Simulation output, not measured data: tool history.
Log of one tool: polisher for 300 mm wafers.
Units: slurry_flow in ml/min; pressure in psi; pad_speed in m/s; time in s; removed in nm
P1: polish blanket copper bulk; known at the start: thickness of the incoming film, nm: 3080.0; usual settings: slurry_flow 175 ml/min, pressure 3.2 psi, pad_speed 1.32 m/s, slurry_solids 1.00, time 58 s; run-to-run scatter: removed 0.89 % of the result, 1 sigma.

run,day,slurry_flow,pressure,pad_speed,slurry_solids,time,removed
1,0.538,175,3.2,1.32,1.00,58,911.97
2,0.912,105,3.2,1.32,1.00,58,842.51
# day 1.179: slurry blender recalibrated
3,1.433,255,3.2,1.32,1.00,58,975.16
4,1.871,175,3.2,1.32,1.00,90,1417.30
5,2.125,175,3.2,0.64,1.00,58,441.25
6,2.517,175,3.2,1.74,1.00,58,1203.10
7,2.921,175,3.2,1.32,1.00,58,924.97
8,3.200,175,3.2,1.32,0.75,83,1225.70
9,3.496,175,1.9,1.32,1.00,58,541.20
10,3.867,235,3.2,1.32,1.00,71,1164.10
11,4.138,175,4.4,1.32,1.00,58,1274.40
12,4.658,175,3.2,1.32,1.00,58,910.10
13,4.938,175,3.2,1.32,1.00,37,583.93

The next listed run, before its measurement:
14,5.454,175,3.2,1.32,1.00,58,?

Run 14 gave removed 917.85 nm.
